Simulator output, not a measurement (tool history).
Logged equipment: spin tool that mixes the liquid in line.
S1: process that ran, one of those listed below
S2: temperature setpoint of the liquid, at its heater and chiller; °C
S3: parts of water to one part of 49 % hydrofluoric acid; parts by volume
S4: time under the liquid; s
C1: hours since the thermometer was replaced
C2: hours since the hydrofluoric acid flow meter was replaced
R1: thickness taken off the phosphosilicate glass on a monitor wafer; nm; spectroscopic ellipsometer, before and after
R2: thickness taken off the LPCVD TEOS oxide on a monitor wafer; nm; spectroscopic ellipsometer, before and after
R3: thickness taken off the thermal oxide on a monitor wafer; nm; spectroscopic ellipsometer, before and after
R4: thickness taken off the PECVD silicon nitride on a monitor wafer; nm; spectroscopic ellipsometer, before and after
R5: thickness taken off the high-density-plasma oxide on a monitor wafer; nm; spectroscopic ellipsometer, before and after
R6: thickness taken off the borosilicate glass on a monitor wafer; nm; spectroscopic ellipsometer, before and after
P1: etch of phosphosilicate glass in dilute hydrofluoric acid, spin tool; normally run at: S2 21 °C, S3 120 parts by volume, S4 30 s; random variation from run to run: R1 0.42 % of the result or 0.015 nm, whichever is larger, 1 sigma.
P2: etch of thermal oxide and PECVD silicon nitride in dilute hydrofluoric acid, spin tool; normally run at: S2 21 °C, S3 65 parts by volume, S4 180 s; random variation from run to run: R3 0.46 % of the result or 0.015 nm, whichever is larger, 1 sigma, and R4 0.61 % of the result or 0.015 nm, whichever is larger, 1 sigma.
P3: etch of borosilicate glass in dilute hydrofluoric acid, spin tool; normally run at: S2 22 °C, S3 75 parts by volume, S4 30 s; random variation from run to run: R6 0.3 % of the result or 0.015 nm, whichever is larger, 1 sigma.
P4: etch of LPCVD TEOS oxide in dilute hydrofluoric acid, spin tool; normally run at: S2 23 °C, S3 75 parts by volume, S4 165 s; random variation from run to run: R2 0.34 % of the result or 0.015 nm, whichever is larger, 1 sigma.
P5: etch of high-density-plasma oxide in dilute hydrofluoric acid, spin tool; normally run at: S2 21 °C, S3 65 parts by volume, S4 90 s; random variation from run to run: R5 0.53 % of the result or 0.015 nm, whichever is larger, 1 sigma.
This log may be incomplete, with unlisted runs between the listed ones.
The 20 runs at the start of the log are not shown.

| run | hour | S1 | S2 | S3 | S4 | C1 | C2 | R1 | R2 | R3 | R4 | R5 | R6 |
|---|---|---|---|---|---|---|---|---|---|---|---|---|---|
| 21 | 100.8 | P1 | 21 | 55 | 30 | 16.1 | 36.8 | 77.242 |  |  |  |  |  |
| 22 | 104.5 | P3 | 30 | 75 | 30 | 19.8 | 40.5 |  |  |  |  |  | 13.219 |
| 23 | 108.2 | P1 | 21 | 120 | 30 | 23.5 | 44.2 | 32.508 |  |  |  |  |  |
| 24 | 114.7 | P1 | 21 | 210 | 15 | 30 | 50.7 | 8.5259 |  |  |  |  |  |
| 25 | 120.2 | P5 | 21 | 65 | 165 | 35.5 | 56.2 |  |  |  |  | 12.262 |  |
| 26 | 124.7 | P1 | 21 | 120 | 30 | 40 | 60.7 | 32.668 |  |  |  |  |  |
| 27 | 129.7 | P1 | 28.5 | 120 | 30 | 45 | 65.7 | 43.285 |  |  |  |  |  |
| 28 | 133.6 | P1 | 21 | 180 | 15 | 48.9 | 69.6 | 10.191 |  |  |  |  |  |
| 29 | 139.5 | P1 | 21 | 120 | 30 | 54.8 | 75.5 | 32.596 |  |  |  |  |  |
| 30 | 145.4 | P1 | 21 | 220 | 30 | 60.7 | 81.4 | 15.898 |  |  |  |  |  |
| 31 | 148.9 | P3 | 22 | 45 | 30 | 64.2 | 84.9 |  |  |  |  |  | 16.696 |
| 32 | 152.8 | P4 | 30 | 75 | 165 | 68.1 | 88.8 |  | 53.57 |  |  |  |  |
| 33 | 158.9 | P1 | 21 | 120 | 30 | 74.2 | 94.9 | 32.868 |  |  |  |  |  |
| 34 | 164.2 | P1 | 21 | 120 | 30 | 79.5 | 100.2 | 32.526 |  |  |  |  |  |
| 35 | 169.7 | P1 | 21 | 120 | 30 | 85 | 105.7 | 31.934 |  |  |  |  |  |
| 36 | 174.1 | P1 | 21 | 120 | 30 | 89.4 | 110.1 | 31.158 |  |  |  |  |  |
| 37 | 178.5 | P1 | 21 | 120 | 30 | 93.8 | 114.5 | 31.084 |  |  |  |  |  |
| 38 | 184.4 | P1 | 21 | 120 | 30 | 99.7 | 120.4 | 30.531 |  |  |  |  |  |
| 39 | 189.9 | P1 | 21 | 120 | 30 | 105.2 | 125.9 | 30.5 |  |  |  |  |  |
| 40 | 194.7 | P1 | 21 | 120 | 30 | 110 | 130.7 | 30.148 |  |  |  |  |  |
| 41 | 200.7 | P1 | 21 | 120 | 30 | 116 | 136.7 | 30.34 |  |  |  |  |  |
| 42 | 205.9 | P1 | 21 | 120 | 30 | 121.2 | 141.9 | 30.166 |  |  |  |  |  |
| 43 | 209.8 | P1 | 21 | 120 | 30 | 125.1 | 145.8 | 30.049 |  |  |  |  |  |
| 44 | 214.1 | P1 | 21 | 120 | 30 | 129.4 | 150.1 | 30.122 |  |  |  |  |  |

Run 45 comes next. What will it give?
| 45 | 219.1 | P1 | 21 | 120 | 30 | 134.4 | 155.1 | ? |  |  |  |  |  |

Run 45 measured R1 30.016 nm.
